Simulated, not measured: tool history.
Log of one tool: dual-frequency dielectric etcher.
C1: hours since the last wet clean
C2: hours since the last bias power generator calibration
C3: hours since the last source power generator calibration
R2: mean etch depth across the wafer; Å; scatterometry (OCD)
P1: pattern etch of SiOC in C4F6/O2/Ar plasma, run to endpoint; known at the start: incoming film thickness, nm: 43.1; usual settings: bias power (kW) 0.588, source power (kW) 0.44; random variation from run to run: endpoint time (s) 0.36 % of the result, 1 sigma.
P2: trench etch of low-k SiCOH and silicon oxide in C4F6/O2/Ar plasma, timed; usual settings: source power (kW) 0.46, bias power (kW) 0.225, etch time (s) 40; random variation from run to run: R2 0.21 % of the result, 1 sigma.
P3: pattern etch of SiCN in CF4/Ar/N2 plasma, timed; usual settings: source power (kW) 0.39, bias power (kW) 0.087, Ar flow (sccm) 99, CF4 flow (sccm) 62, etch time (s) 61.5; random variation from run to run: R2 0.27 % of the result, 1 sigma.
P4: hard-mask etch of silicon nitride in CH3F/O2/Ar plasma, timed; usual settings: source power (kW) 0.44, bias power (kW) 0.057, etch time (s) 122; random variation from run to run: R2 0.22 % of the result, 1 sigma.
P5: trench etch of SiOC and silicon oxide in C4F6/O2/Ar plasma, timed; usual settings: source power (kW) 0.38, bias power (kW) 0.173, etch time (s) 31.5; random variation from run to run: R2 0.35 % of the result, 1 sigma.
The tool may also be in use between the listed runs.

run 1 hour=12 | process_that_ran=P1 bias_power_(kW)=0.588 source_power_(kW)=0.44 | C1=97.8 C2=308.5 C3=2017.5 | endpoint_time_(s)=12.923
run 2 hour=27.1 | process_that_ran=P1 bias_power_(kW)=0.75 source_power_(kW)=0.44 | C1=112.9 C2=323.6 C3=2032.6 | endpoint_time_(s)=11.74
run 3 hour=39.8 | process_that_ran=P3 bias_power_(kW)=0.087 source_power_(kW)=0.3 Ar_flow_(sccm)=99 CF4_flow_(sccm)=62 etch_time_(s)=61.5 | C1=125.6 C2=336.3 C3=2045.3 | R2=382.76
run 4 hour=57.5 | process_that_ran=P2 bias_power_(kW)=0.294 source_power_(kW)=0.46 etch_time_(s)=40 | C1=143.3 C2=354 C3=2063 | R2=1638.7
run 5 hour=75.1 | process_that_ran=P3 bias_power_(kW)=0.087 source_power_(kW)=0.39 Ar_flow_(sccm)=99 CF4_flow_(sccm)=49 etch_time_(s)=61.5 | C1=160.9 C2=371.6 C3=2080.6 | R2=465.15
run 6 hour=83.9 | process_that_ran=P5 bias_power_(kW)=0.173 source_power_(kW)=0.46 etch_time_(s)=31.5 | C1=169.7 C2=380.4 C3=2089.4 | R2=666.09
run 7 hour=99.6 | process_that_ran=P1 bias_power_(kW)=0.588 source_power_(kW)=0.44 | C1=185.4 C2=396.1 C3=2105.1 | endpoint_time_(s)=12.974
run 8 hour=112.2 | process_that_ran=P5 bias_power_(kW)=0.173 source_power_(kW)=0.38 etch_time_(s)=19 | C1=198 C2=408.7 C3=2117.7 | R2=371.11
run 9 hour=129.2 | process_that_ran=P3 bias_power_(kW)=0.087 source_power_(kW)=0.39 Ar_flow_(sccm)=141 CF4_flow_(sccm)=62 etch_time_(s)=61.5 | C1=215 C2=425.7 C3=2134.7 | R2=458.37
run 10 hour=141.4 | process_that_ran=P1 bias_power_(kW)=0.805 source_power_(kW)=0.27 | C1=227.2 C2=437.9 C3=2146.9 | endpoint_time_(s)=13.67
run 11 hour=151.6 | process_that_ran=P1 bias_power_(kW)=0.588 source_power_(kW)=0.6 | C1=237.4 C2=448.1 C3=2157.1 | endpoint_time_(s)=11.602
run 12 hour=164.7 | process_that_ran=P1 bias_power_(kW)=0.588 source_power_(kW)=0.44 | C1=250.5 C2=461.2 C3=2170.2 | endpoint_time_(s)=12.896
-- hour=178.8 bias power generator calibrated
run 13 hour=182.6 | process_that_ran=P3 bias_power_(kW)=0.087 source_power_(kW)=0.39 Ar_flow_(sccm)=99 CF4_flow_(sccm)=62 etch_time_(s)=88 | C1=268.4 C2=3.9 C3=2188.1 | R2=690.34
run 14 hour=198.2 | process_that_ran=P1 bias_power_(kW)=0.588 source_power_(kW)=0.44 | C1=284 C2=19.5 C3=2203.7 | endpoint_time_(s)=12.934
run 15 hour=213.1 | process_that_ran=P4 bias_power_(kW)=0.057 source_power_(kW)=0.44 etch_time_(s)=157 | C1=298.9 C2=34.4 C3=2218.6 | R2=1023.6
run 16 hour=231 | process_that_ran=P3 bias_power_(kW)=0.087 source_power_(kW)=0.39 Ar_flow_(sccm)=99 CF4_flow_(sccm)=62 etch_time_(s)=61.5 | C1=316.8 C2=52.3 C3=2236.5 | R2=481.88
run 17 hour=244 | process_that_ran=P3 bias_power_(kW)=0.087 source_power_(kW)=0.39 Ar_flow_(sccm)=99 CF4_flow_(sccm)=62 etch_time_(s)=61.5 | C1=329.8 C2=65.3 C3=2249.5 | R2=484.49
run 18 hour=255.3 | process_that_ran=P2 bias_power_(kW)=0.225 source_power_(kW)=0.46 etch_time_(s)=40 | C1=341.1 C2=76.6 C3=2260.8 | R2=1499.1
run 19 hour=272.6 | process_that_ran=P4 bias_power_(kW)=0.057 source_power_(kW)=0.56 etch_time_(s)=122 | C1=358.4 C2=93.9 C3=2278.1 | R2=870
run 20 hour=280.6 | process_that_ran=P5 bias_power_(kW)=0.173 source_power_(kW)=0.38 etch_time_(s)=31.5 | C1=366.4 C2=101.9 C3=2286.1 | R2=617.07
run 21 hour=291.6 | process_that_ran=P1 bias_power_(kW)=0.588 source_power_(kW)=0.44 | C1=377.4 C2=112.9 C3=2297.1 | endpoint_time_(s)=12.905
run 22 hour=304.5 | process_that_ran=P2 bias_power_(kW)=0.225 source_power_(kW)=0.46 etch_time_(s)=23.5 | C1=390.3 C2=125.8 C3=2310 | R2=879.99
run 23 hour=318.1 | process_that_ran=P5 bias_power_(kW)=0.24 source_power_(kW)=0.38 etch_time_(s)=31.5 | C1=403.9 C2=139.4 C3=2323.6 | R2=685.79
run 24 hour=326.4 | process_that_ran=P3 bias_power_(kW)=0.12 source_power_(kW)=0.39 Ar_flow_(sccm)=99 CF4_flow_(sccm)=62 etch_time_(s)=61.5 | C1=412.2 C2=147.7 C3=2331.9 | R2=544.11
run 25 hour=338.3 | process_that_ran=P1 bias_power_(kW)=0.374 source_power_(kW)=0.44 | C1=424.1 C2=159.6 C3=2343.8 | endpoint_time_(s)=15.242
run 26 hour=353.4 | process_that_ran=P4 bias_power_(kW)=0.076 source_power_(kW)=0.44 etch_time_(s)=122 | C1=439.2 C2=174.7 C3=2358.9 | R2=874.19
run 27 hour=368.1 | process_that_ran=P2 bias_power_(kW)=0.225 source_power_(kW)=0.34 etch_time_(s)=40 | C1=453.9 C2=189.4 C3=2373.6 | R2=1339.3
run 28 hour=386 | process_that_ran=P4 bias_power_(kW)=0.057 source_power_(kW)=0.44 etch_time_(s)=122 | C1=471.8 C2=207.3 C3=2391.5 | R2=795.96
run 29 hour=398.8 | process_that_ran=P1 bias_power_(kW)=0.588 source_power_(kW)=0.35 | C1=484.6 C2=220.1 C3=2404.3 | endpoint_time_(s)=14.048
run 30 hour=414.4 | process_that_ran=P5 bias_power_(kW)=0.173 source_power_(kW)=0.38 etch_time_(s)=31.5 | C1=500.2 C2=235.7 C3=2419.9 | R2=616.45
run 31 hour=424.8 | process_that_ran=P1 bias_power_(kW)=0.588 source_power_(kW)=0.44 | C1=510.6 C2=246.1 C3=2430.3 | endpoint_time_(s)=12.925
run 32 hour=436.5 | process_that_ran=P4 bias_power_(kW)=0.057 source_power_(kW)=0.44 etch_time_(s)=122 | C1=522.3 C2=257.8 C3=2442 | R2=794.1
run 33 hour=452 | process_that_ran=P1 bias_power_(kW)=0.588 source_power_(kW)=0.44 | C1=537.8 C2=273.3 C3=2457.5 | endpoint_time_(s)=12.996
run 34 hour=466.1 | process_that_ran=P1 bias_power_(kW)=0.588 source_power_(kW)=0.44 | C1=551.9 C2=287.4 C3=2471.6 | endpoint_time_(s)=12.83
run 35 hour=481.4 | process_that_ran=P1 bias_power_(kW)=0.588 source_power_(kW)=0.44 | C1=567.2 C2=302.7 C3=2486.9 | endpoint_time_(s)=12.67
run 36 hour=492.9 | process_that_ran=P1 bias_power_(kW)=0.588 source_power_(kW)=0.44 | C1=578.7 C2=314.2 C3=2498.4 | endpoint_time_(s)=12.69
run 37 hour=504.8 | process_that_ran=P1 bias_power_(kW)=0.588 source_power_(kW)=0.44 | C1=590.6 C2=326.1 C3=2510.3 | endpoint_time_(s)=12.801
-- hour=507.6 wet clean of the chamber
run 38 hour=516.2 | process_that_ran=P1 bias_power_(kW)=0.588 source_power_(kW)=0.44 | C1=8.7 C2=337.5 C3=2521.7 | endpoint_time_(s)=12.743
run 39 hour=529.2 | process_that_ran=P1 bias_power_(kW)=0.588 source_power_(kW)=0.44 | C1=21.7 C2=350.5 C3=2534.7 | endpoint_time_(s)=12.684
run 40 hour=541.9 | process_that_ran=P1 bias_power_(kW)=0.588 source_power_(kW)=0.44 | C1=34.4 C2=363.2 C3=2547.4 | endpoint_time_(s)=12.684

What P1 gives has crept away from where it was. These 2 causes fit the log equally well, each at the size given:
A: source power that arrives over what is set, % = 4.98
B: bias power that arrives over what is set, % = 4.79
The creep began at about hour 452.
Why every other cause is out:
chamber walls in a state that raises the etch rate, %: serviced at hour 507.6, which brought nothing back

4 check runs are offered, one wafer each, their results left as question marks. Which one tells the causes apart?
run check 1 hour=554.6 | process_that_ran=P3 bias_power_(kW)=0.117 source_power_(kW)=0.39 Ar_flow_(sccm)=127 CF4_flow_(sccm)=62 etch_time_(s)=61.5 | R2=?
run check 2 hour=554.6 | process_that_ran=P4 bias_power_(kW)=0.07 source_power_(kW)=0.44 etch_time_(s)=122 | R2=?
run check 3 hour=554.6 | process_that_ran=P5 bias_power_(kW)=0.173 source_power_(kW)=0.38 etch_time_(s)=20 | R2=?
run check 4 hour=554.6 | process_that_ran=P2 bias_power_(kW)=0.225 source_power_(kW)=0.38 etch_time_(s)=26 | R2=?

What each check would give under each cause:
check=check_1 result=R2 if_A=544.36 if_B=531.93
check=check_2 result=R2 if_A=866.16 if_B=863.91
check=check_3 result=R2 if_A=399.38 if_B=397.73
check=check_4 result=R2 if_A=921.43 if_B=918.6
How far apart the two closest causes lie, in the result that separates them most: check 1 2.31 %; check 2 0.26 %; check 3 0.41 %; check 4 0.31 %
Check 1 tells the causes apart: in the others they would give nearly the same result.

Then check 1 was run and gave: R2 531.47 Å. Which cause is it?

It is B: bias power that arrives over what is set, %.

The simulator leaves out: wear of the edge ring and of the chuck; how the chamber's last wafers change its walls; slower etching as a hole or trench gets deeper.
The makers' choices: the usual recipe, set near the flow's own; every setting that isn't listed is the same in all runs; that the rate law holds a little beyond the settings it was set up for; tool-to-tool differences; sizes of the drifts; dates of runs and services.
